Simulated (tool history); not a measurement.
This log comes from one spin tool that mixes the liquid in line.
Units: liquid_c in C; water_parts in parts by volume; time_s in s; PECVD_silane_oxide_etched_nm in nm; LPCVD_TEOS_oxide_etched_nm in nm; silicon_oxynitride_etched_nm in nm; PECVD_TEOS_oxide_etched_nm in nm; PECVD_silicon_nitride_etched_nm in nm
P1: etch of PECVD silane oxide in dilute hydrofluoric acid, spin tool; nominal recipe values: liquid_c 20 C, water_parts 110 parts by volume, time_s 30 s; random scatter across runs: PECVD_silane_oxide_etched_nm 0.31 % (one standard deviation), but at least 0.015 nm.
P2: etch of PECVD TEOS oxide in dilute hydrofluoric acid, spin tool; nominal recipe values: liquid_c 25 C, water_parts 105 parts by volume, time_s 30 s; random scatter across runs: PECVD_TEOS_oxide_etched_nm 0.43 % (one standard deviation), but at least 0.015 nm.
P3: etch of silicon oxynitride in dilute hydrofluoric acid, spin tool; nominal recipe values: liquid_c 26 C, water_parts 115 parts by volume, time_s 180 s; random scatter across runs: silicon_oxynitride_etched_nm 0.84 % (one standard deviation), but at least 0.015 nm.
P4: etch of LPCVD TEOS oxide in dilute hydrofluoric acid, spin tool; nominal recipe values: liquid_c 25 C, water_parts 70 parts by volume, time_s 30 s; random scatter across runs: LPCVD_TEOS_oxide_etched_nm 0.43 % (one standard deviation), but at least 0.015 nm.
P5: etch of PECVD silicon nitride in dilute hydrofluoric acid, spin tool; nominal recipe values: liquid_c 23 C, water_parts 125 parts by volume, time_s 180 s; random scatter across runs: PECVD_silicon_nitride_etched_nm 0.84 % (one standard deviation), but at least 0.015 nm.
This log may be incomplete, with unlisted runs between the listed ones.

run,day,process,liquid_c,water_parts,time_s,hours since the thermometer was replaced,hours since the hydrofluoric acid flow meter was replaced,PECVD_silane_oxide_etched_nm,LPCVD_TEOS_oxide_etched_nm,silicon_oxynitride_etched_nm,PECVD_TEOS_oxide_etched_nm,PECVD_silicon_nitride_etched_nm
1,0.246,P1,20,110,30,1158.5,823.7,11.174,,,,
2,0.412,P4,25,70,30,1162.5,827.7,,16.318,,,
3,0.658,P3,26,115,30,1168.4,833.6,,,0.4291,,
4,0.917,P1,17,110,30,1174.6,839.8,9.9243,,,,
5,1.121,P4,20.5,70,30,1179.5,844.7,,13.645,,,
6,1.312,P2,25,105,60,1184.1,849.3,,,,11.274,
7,1.525,P2,25,45,30,1189.2,854.4,,,,14.124,
8,1.775,P1,20,110,30,1195.2,860.4,11.186,,,,
9,1.938,P1,20,110,30,1199.1,864.3,11.223,,,,
10,2.208,P3,26,115,180,1205.6,870.8,,,2.5364,,
11,2.412,P1,20,110,30,1210.5,875.7,11.139,,,,
12,2.638,P1,20,110,15,1215.9,881.1,5.6205,,,,
13,2.896,P4,25,70,15,1222.1,887.3,,8.2869,,,
14,3.029,P5,23,125,180,1225.3,890.5,,,,,3.3467
15,3.3,P3,26,200,180,1231.8,897,,,1.35,,
16,3.562,P4,25,70,30,1238.1,903.3,,16.263,,,
17,3.788,P5,23,65,180,1243.5,908.7,,,,,6.3828
18,4.05,P1,20,110,60,1249.8,915,22.327,,,,
19,4.212,P5,23,125,335,1253.7,918.9,,,,,6.2238
20,4.379,P2,19.5,105,30,1257.7,922.9,,,,4.5178,
21,4.554,P1,24,110,15,1261.9,927.1,6.5369,,,,
22,4.75,P1,23.5,45,30,1266.6,931.8,34.301,,,,
23,4.933,P3,20,115,180,1271,936.2,,,1.934,,
24,5.179,P5,23,125,180,1276.9,942.1,,,,,3.4165
25,5.446,P1,20,155,30,1283.3,948.5,7.5511,,,,
26,5.708,P1,20,20,30,1289.6,954.8,68.34,,,,
27,5.879,P4,25,115,30,1293.7,958.9,,9.4601,,,
28,6.138,P1,26,110,30,1299.9,965.1,14.266,,,,
29,6.254,P1,20,110,30,1302.7,967.9,11.121,,,,
30,6.475,P5,31,125,180,1308,973.2,,,,,5.5214
31,6.717,P1,20,40,15,1313.8,979,16.731,,,,
32,6.896,P2,25,105,30,1318.1,983.3,,,,5.6844,
33,7.1,P1,20,110,30,1323,988.2,11.238,,,,
34,7.225,P1,20,110,30,1326,991.2,11.004,,,,
35,7.462,P1,20,110,30,1331.7,996.9,10.738,,,,
36,7.604,P1,20,110,30,1335.1,1000.3,10.604,,,,
37,7.779,P1,20,110,30,1339.3,1004.5,10.414,,,,
38,7.954,P1,20,110,30,1343.5,1008.7,10.367,,,,
39,8.138,P1,20,110,30,1347.9,1013.1,10.377,,,,
40,8.4,P1,20,110,30,1354.2,1019.4,10.33,,,,
41,8.571,P1,20,110,30,1358.3,1023.5,10.307,,,,
42,8.838,P1,20,110,30,1364.7,1029.9,10.237,,,,
43,9.062,P1,20,110,30,1370.1,1035.3,10.242,,,,
44,9.267,P1,20,110,30,1375,1040.2,10.202,,,,

The log shows P1 creeping away from where it was. Any of the 2 causes listed here, at the size stated for it, fits the log just as well as the others:
A: liquid colder than its thermometer reads (K) = 2.28
B: hydrofluoric acid flow below the setpoint (%) = 8.01
The gradual shift began around day 7.1.

Listed below are the offered check runs, one wafer per run, with question marks in place of results. For which of them would the causes give clearly different outcomes?
check 1,9.471,P5,23,125,180,,,,,,,?
check 2,9.471,P3,26,115,180,,,,,?,,
check 3,9.471,P4,25,70,30,,,,?,,,
check 4,9.471,P2,25,105,30,,,,,,?,

Check results expected under each cause:
check,result,if A,if B
check 1,PECVD_silicon_nitride_etched_nm,2.8856,3.0921
check 2,silicon_oxynitride_etched_nm,2.2759,2.3074
check 3,LPCVD_TEOS_oxide_etched_nm,14.91,14.924
check 4,PECVD_TEOS_oxide_etched_nm,5.1465,5.1225
Smallest distance between any two causes, each pair judged by its most separating result, in per cent: check 1 6.91 %; check 2 1.37 %; check 3 0.09 %; check 4 0.47 %
Only check 1 tells the causes apart: in the others they would give nearly the same result.

The results of check 1 are: PECVD_silicon_nitride_etched_nm 3.1139 nm. Based on these, which of the listed causes is it?

B is the cause: hydrofluoric acid flow below the setpoint (%).
